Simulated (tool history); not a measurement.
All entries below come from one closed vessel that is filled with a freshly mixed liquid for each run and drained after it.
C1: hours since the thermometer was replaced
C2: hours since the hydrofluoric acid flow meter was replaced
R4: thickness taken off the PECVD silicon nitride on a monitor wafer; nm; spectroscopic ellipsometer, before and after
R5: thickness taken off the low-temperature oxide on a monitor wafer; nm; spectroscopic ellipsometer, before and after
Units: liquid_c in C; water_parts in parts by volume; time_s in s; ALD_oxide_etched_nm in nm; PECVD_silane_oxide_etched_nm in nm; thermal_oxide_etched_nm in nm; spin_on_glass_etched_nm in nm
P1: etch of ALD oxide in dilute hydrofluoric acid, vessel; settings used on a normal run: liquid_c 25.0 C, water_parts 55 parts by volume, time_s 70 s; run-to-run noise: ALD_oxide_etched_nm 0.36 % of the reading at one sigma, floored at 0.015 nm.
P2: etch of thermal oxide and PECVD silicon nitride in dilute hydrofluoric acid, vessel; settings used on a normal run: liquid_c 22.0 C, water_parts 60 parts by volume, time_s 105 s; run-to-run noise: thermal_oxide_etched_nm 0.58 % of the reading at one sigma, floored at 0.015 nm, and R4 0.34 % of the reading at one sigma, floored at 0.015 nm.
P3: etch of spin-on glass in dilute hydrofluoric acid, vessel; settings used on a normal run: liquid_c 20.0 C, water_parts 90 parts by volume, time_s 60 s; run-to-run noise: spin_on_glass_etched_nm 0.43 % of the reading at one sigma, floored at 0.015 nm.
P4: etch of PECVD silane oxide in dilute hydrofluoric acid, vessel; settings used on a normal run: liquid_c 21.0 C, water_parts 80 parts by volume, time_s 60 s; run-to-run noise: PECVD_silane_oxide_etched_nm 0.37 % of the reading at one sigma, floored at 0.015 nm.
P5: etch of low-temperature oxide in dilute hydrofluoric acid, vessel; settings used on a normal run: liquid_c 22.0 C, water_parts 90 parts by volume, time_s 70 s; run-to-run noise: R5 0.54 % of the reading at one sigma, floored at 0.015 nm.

run 1 hour=6.8 | process=P1 liquid_c=25.0 water_parts=55 time_s=70 | C1=1232.9 C2=592.1 | ALD_oxide_etched_nm=28.4600
run 2 hour=16.4 | process=P4 liquid_c=21.0 water_parts=80 time_s=95 | C1=1242.5 C2=601.7 | PECVD_silane_oxide_etched_nm=37.680
run 3 hour=22.5 | process=P2 liquid_c=17.0 water_parts=60 time_s=105 | C1=1248.6 C2=607.8 | thermal_oxide_etched_nm=6.1601 R4=6.3007
run 4 hour=27.9 | process=P5 liquid_c=22.0 water_parts=90 time_s=70 | C1=1254.0 C2=613.2 | R5=13.749
run 5 hour=33.3 | process=P1 liquid_c=25.0 water_parts=55 time_s=70 | C1=1259.4 C2=618.6 | ALD_oxide_etched_nm=28.2840
run 6 hour=38.7 | process=P2 liquid_c=22.0 water_parts=60 time_s=55 | C1=1264.8 C2=624.0 | thermal_oxide_etched_nm=3.9534 R4=4.6981
run 7 hour=46.3 | process=P4 liquid_c=21.0 water_parts=80 time_s=60 | C1=1272.4 C2=631.6 | PECVD_silane_oxide_etched_nm=23.759
run 8 hour=52.1 | process=P3 liquid_c=20.0 water_parts=50 time_s=60 | C1=1278.2 C2=637.4 | spin_on_glass_etched_nm=46.862
run 9 hour=57.7 | process=P1 liquid_c=25.0 water_parts=20 time_s=70 | C1=1283.8 C2=643.0 | ALD_oxide_etched_nm=81.3950
run 10 hour=62.7 | process=P1 liquid_c=25.0 water_parts=55 time_s=70 | C1=1288.8 C2=648.0 | ALD_oxide_etched_nm=28.4630
run 11 hour=69.9 | process=P5 liquid_c=22.0 water_parts=40 time_s=70 | C1=1296.0 C2=655.2 | R5=33.071
run 12 hour=78.3 | process=P1 liquid_c=25.0 water_parts=55 time_s=135 | C1=1304.4 C2=663.6 | ALD_oxide_etched_nm=54.5760
run 13 hour=83.0 | process=P2 liquid_c=22.0 water_parts=105 time_s=105 | C1=1309.1 C2=668.3 | thermal_oxide_etched_nm=4.0991 R4=5.2127
run 14 hour=91.9 | process=P3 liquid_c=20.0 water_parts=90 time_s=60 | C1=1318.0 C2=677.2 | spin_on_glass_etched_nm=24.929
run 15 hour=97.2 | process=P1 liquid_c=25.0 water_parts=55 time_s=30 | C1=1323.3 C2=682.5 | ALD_oxide_etched_nm=12.1690
run 16 hour=104.3 | process=P5 liquid_c=22.0 water_parts=90 time_s=70 | C1=1330.4 C2=689.6 | R5=13.840
run 17 hour=110.5 | process=P4 liquid_c=17.0 water_parts=80 time_s=60 | C1=1336.6 C2=695.8 | PECVD_silane_oxide_etched_nm=20.221
run 18 hour=117.1 | process=P3 liquid_c=20.0 water_parts=90 time_s=60 | C1=1343.2 C2=702.4 | spin_on_glass_etched_nm=24.770
run 19 hour=125.3 | process=P1 liquid_c=17.5 water_parts=55 time_s=70 | C1=1351.4 C2=710.6 | ALD_oxide_etched_nm=20.6130
run 20 hour=130.0 | process=P1 liquid_c=25.0 water_parts=55 time_s=70 | C1=1356.1 C2=715.3 | ALD_oxide_etched_nm=28.1130
run 21 hour=136.7 | process=P4 liquid_c=21.0 water_parts=135 time_s=60 | C1=1362.8 C2=722.0 | PECVD_silane_oxide_etched_nm=13.173
run 22 hour=141.7 | process=P2 liquid_c=22.0 water_parts=60 time_s=105 | C1=1367.8 C2=727.0 | thermal_oxide_etched_nm=7.6084 R4=8.9838
run 23 hour=146.6 | process=P1 liquid_c=25.0 water_parts=30 time_s=125 | C1=1372.7 C2=731.9 | ALD_oxide_etched_nm=95.5640
run 24 hour=154.3 | process=P5 liquid_c=17.0 water_parts=90 time_s=70 | C1=1380.4 C2=739.6 | R5=11.191
run 25 hour=163.7 | process=P1 liquid_c=25.0 water_parts=90 time_s=40 | C1=1389.8 C2=749.0 | ALD_oxide_etched_nm=9.4138

The next listed run, before its measurement:
run 26 hour=170.5 | process=P3 liquid_c=20.0 water_parts=90 time_s=95 | C1=1396.6 C2=755.8 | spin_on_glass_etched_nm=?

spin_on_glass_etched_nm: 39.221 nm
